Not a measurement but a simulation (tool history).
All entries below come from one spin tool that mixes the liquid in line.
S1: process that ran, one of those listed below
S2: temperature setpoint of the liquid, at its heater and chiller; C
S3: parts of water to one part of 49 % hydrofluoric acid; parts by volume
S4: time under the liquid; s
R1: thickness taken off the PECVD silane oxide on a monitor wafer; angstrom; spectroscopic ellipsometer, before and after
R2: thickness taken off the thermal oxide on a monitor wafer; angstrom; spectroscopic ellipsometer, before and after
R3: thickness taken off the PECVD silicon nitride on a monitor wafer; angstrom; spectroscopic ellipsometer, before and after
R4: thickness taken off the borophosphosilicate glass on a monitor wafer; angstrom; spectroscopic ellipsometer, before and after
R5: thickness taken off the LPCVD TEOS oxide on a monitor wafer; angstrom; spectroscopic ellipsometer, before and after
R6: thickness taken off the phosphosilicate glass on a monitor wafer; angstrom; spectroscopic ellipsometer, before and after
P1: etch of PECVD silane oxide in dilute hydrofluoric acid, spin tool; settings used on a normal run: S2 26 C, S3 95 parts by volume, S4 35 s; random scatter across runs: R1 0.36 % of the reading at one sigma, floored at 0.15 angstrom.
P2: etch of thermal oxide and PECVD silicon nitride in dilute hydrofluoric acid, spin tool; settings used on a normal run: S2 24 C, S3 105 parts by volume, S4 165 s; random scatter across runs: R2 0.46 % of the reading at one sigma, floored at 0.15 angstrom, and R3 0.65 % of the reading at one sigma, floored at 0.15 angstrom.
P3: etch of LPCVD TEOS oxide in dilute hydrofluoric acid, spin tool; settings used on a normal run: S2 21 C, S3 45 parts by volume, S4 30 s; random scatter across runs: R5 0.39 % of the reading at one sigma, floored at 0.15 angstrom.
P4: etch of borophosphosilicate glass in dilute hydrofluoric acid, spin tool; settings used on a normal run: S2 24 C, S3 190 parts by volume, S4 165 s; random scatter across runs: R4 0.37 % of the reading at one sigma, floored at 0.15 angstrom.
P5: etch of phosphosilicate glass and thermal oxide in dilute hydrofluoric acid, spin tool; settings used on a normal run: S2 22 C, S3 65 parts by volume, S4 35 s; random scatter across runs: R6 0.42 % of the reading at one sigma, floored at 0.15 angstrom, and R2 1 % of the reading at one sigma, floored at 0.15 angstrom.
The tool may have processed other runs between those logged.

run   hour  S1    S2   S3   S4      R1      R2      R3      R4      R5      R6
  1     14  P1    26   95   35  91.556
  2   25.3  P2    24  105  300          131.64  82.083
  3   41.5  P2    17  105  165          54.299   27.69
  4     59  P4    24  190  165                          338.52
  5   75.3  P1    26   95   35  92.589
  6   90.6  P1    19   95   35  69.233
  7  108.1  P1    26   95   15  39.448
  8  122.7  P4    24  190   25                          51.468
  9  137.1  P1    30   95   35  107.87
 10  147.7  P3    21   45   60                                  698.51
 11    159  P5    29   65   35          31.995                          714.08
 12  171.8  P1    26   95   35  93.073
 13  188.1  P3    21   45   30                                  353.53
 14  198.4  P3    29   45   30                                  492.78
 15  208.9  P1    26   95   35  93.017
 16  218.2  P1    26   95   60  158.62
 17    229  P1    26   95   35  92.663
 18  243.7  P1    26  155   15  22.398
 19  257.2  P1    26   95   35  92.264
 20  269.8  P1  30.5   95   50  156.24
 21  279.6  P1    18   95   55  105.34
 22  296.4  P1    26  150   35  54.951
 23  304.6  P1    26   20   35  484.46
 24  319.1  P2    24  165  165          42.299  28.497
 25  329.8  P3    21   75   30                                  203.72
 26  343.9  P5    22   65   15          10.187                          232.02
 27  352.8  P2    24  105  165          72.284  44.647
 28  370.3  P1    26   95   35  92.694
 29  385.7  P5    22  100   35          14.951                          338.74
 30  398.5  P5    22   65   35          23.587                          542.52
 31  410.9  P4    24  295  165                          196.47
 32    420  P4    17  190  165                          257.03
 33  432.1  P4    24  190  165                          339.75
 34  442.9  P2    24  105  165          71.571  44.608
 35  452.5  P1    26   95   35  91.558
 36  463.8  P1    26   95   35  90.448
 37  473.1  P1    26   95   35  89.386
 38  485.4  P1    26   95   35  88.071
 39  502.7  P1    26   95   35  87.797
 40  518.3  P1    26   95   35  87.346
 41  532.6  P1    26   95   35  87.496
 42  547.5  P1    26   95   35  86.741
 43  557.9  P1    26   95   35  86.932
 44    571  P1    26   95   35  85.744

What P1 gives has crept off from where it sat before. The 2 causes that follow fit the log equally well, each at the size noted:
A: hydrofluoric acid flow below the setpoint (%) = 5.66
B: liquid colder than its thermometer reads (K) = 1.67
The onset of the drift is placed at about hour 452.5.

The list below offers 4 check runs, each averaging the results of 2 wafers, and shows each result as a question mark. For which of them would the listed causes give clearly different results?
check 1  584.1  P5  28.5   65   35       ?               ?
check 2  584.1  P3    27   70   30                   ?
check 3  584.1  P2  19.5  145  165       ?   ?
check 4  584.1  P4  17.5  190   40               ?

What each check would give under each cause:
  check  result    if A    if B
check 1      R2  29.152  29.094
check 1      R6  658.93  657.62
check 2      R5  262.54  261.92
check 3      R2  38.856  38.844
check 3      R3  22.882  21.627
check 4      R4   59.63   59.73
Gap, in per cent, between the two causes that each check separates least, read from the result that separates them most: check 1 0.2 %; check 2 0.24 %; check 3 5.64 %; check 4 0.17 %
Check 3 distinguishes between the causes, while the remaining checks would return nearly the same result for all of them.

The results of check 3 are: R2 38.957 angstrom; R3 21.629 angstrom. Based on these, which of the listed causes is it?

It is B: liquid colder than its thermometer reads (K).

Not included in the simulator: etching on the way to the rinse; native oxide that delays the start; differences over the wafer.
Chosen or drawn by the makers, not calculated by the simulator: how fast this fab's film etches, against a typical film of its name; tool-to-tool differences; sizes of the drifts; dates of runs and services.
